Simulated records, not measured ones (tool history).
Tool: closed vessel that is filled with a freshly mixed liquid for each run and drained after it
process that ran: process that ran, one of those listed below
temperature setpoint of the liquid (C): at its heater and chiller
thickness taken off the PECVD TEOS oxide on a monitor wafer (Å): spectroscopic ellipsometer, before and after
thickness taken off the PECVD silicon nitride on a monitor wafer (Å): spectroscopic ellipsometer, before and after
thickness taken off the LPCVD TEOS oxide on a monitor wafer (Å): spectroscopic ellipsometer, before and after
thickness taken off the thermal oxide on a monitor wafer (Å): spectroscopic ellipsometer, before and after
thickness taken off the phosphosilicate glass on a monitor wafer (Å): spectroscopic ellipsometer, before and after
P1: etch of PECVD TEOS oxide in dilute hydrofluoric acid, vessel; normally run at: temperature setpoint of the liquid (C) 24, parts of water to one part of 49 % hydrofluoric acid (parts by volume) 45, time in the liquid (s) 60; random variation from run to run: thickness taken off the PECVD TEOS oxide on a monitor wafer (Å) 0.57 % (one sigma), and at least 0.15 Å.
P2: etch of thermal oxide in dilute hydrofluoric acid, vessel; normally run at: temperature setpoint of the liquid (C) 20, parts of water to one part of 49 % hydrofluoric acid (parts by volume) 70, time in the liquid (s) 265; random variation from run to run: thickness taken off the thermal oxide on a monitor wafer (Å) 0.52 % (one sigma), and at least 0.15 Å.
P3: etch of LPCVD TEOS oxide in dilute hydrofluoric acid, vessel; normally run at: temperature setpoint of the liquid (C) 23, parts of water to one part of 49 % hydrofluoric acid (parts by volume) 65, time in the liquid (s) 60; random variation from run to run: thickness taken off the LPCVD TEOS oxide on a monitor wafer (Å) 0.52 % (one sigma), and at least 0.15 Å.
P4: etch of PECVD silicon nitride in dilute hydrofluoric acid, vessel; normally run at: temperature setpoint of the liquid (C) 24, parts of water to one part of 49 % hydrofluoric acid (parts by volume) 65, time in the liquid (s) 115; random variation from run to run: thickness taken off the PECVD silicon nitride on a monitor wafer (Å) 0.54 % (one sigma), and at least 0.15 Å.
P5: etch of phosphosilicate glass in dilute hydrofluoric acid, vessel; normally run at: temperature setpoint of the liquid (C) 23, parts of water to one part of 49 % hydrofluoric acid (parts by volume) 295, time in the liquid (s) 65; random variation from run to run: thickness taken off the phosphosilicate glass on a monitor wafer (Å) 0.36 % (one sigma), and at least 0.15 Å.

run,hour,process that ran,temperature setpoint of the liquid (C),parts of water to one part of 49 % hydrofluoric acid (parts by volume),time in the liquid (s),hours since the thermometer was replaced,hours since the hydrofluoric acid flow meter was replaced,thickness taken off the PECVD TEOS oxide on a monitor wafer (Å),thickness taken off the PECVD silicon nitride on a monitor wafer (Å),thickness taken off the LPCVD TEOS oxide on a monitor wafer (Å),thickness taken off the thermal oxide on a monitor wafer (Å),thickness taken off the phosphosilicate glass on a monitor wafer (Å)
1,16.6,P1,24,45,60,297.2,540.7,277.95,,,,
2,24.5,P4,24,30,115,305.1,548.6,,164.16,,,
3,32.7,P3,23,65,35,313.3,556.8,,,97.287,,
4,48.1,P1,24,75,60,328.7,572.2,160.98,,,,
5,64.2,P2,20,70,265,344.8,588.3,,,,149.28,
6,78,P3,23,20,60,358.6,602.1,,,578.11,,
7,88.6,P2,20,70,30,369.2,612.7,,,,17.231,
8,99.2,P1,24,45,60,379.8,623.3,281.06,,,,
9,107.5,P5,23,295,65,388.1,631.6,,,,,155.9
10,119.5,P4,18,65,115,400.1,643.6,,50.358,,,
11,134.1,P1,24,45,60,414.7,658.2,277.57,,,,
12,142.5,P1,17,45,60,423.1,666.6,208.85,,,,
13,156.5,P1,29.5,60,60,437.1,680.6,254.21,,,,
14,167.8,P2,28.5,70,265,448.4,691.9,,,,211.19,
15,179.6,P4,24,65,215,460.2,703.7,,143.23,,,
16,193.7,P1,29.5,45,60,474.3,717.8,349.34,,,,
17,201.4,P4,24,65,115,482,725.5,,76.898,,,
18,209.5,P3,23,65,60,490.1,733.6,,,167.05,,
19,222.2,P1,24,20,60,502.8,746.3,657.24,,,,
20,233.8,P1,24,45,60,514.4,757.9,279.46,,,,
21,247.5,P1,24,45,60,528.1,771.6,278.93,,,,
22,255.1,P5,23,295,30,535.7,779.2,,,,,71.502
23,271.9,P1,24,45,100,552.5,796,468.3,,,,
24,283.1,P2,20,35,265,563.7,807.2,,,,310.37,
25,298,P4,24,65,115,578.6,822.1,,76.429,,,
26,310.5,P5,17,295,65,591.1,834.6,,,,,124.77
27,326,P5,23,125,65,606.6,850.1,,,,,436.72
28,338.4,P1,17.5,70,60,619,862.5,131.75,,,,
29,347.5,P1,24,20,30,628.1,871.6,320.56,,,,
30,363.9,P3,17,65,60,644.5,888,,,129.6,,
31,377,P1,24,45,30,657.6,901.1,139.07,,,,
32,392.2,P1,24,45,60,672.8,916.3,280.48,,,,
33,408.6,P1,24,45,60,689.2,932.7,277.9,,,,
34,418.6,P1,24,45,60,699.2,942.7,282.43,,,,
35,430,P1,24,45,60,710.6,954.1,284.93,,,,
36,438.3,P1,24,45,60,718.9,962.4,289.08,,,,
37,453.4,P1,24,45,60,734,977.5,288.89,,,,
38,469.8,P1,24,45,60,750.4,993.9,289.65,,,,
39,485.2,P1,24,45,60,765.8,1009.3,294.42,,,,
40,501.3,P1,24,45,60,781.9,1025.4,294.85,,,,
41,518,P1,24,45,60,798.6,1042.1,293.92,,,,

What P1 gives has crept away from where it was. These 2 causes fit the log equally well, each at the size given:
A: hydrofluoric acid flow above the setpoint (%) = 5.47
B: liquid hotter than its thermometer reads (K) = 1.38
The creep began at about hour 408.6.

4 check runs are offered, one wafer each, their results left as question marks. Which one tells the causes apart?
check 1,534.7,P2,28,70,265,,,,,,?,
check 2,534.7,P5,17,145,65,,,,,,,?
check 3,534.7,P4,21,45,115,,,,?,,,
check 4,534.7,P3,18,65,60,,,,,?,,

What each check would give under each cause:
check,result,if A,if B
check 1,thickness taken off the thermal oxide on a monitor wafer (Å),220.27,219.24
check 2,thickness taken off the phosphosilicate glass on a monitor wafer (Å),308.21,306.89
check 3,thickness taken off the PECVD silicon nitride on a monitor wafer (Å),94.316,98.482
check 4,thickness taken off the LPCVD TEOS oxide on a monitor wafer (Å),144.12,144.35
How far apart the two closest causes lie, in the result that separates them most: check 1 0.47 %; check 2 0.43 %; check 3 4.32 %; check 4 0.16 %
Only check 3 tells the causes apart: in the others they would give nearly the same result.

Then check 3 was run and gave: thickness taken off the PECVD silicon nitride on a monitor wafer (Å) 94.893. Which cause is it?

It is A: hydrofluoric acid flow above the setpoint (%).

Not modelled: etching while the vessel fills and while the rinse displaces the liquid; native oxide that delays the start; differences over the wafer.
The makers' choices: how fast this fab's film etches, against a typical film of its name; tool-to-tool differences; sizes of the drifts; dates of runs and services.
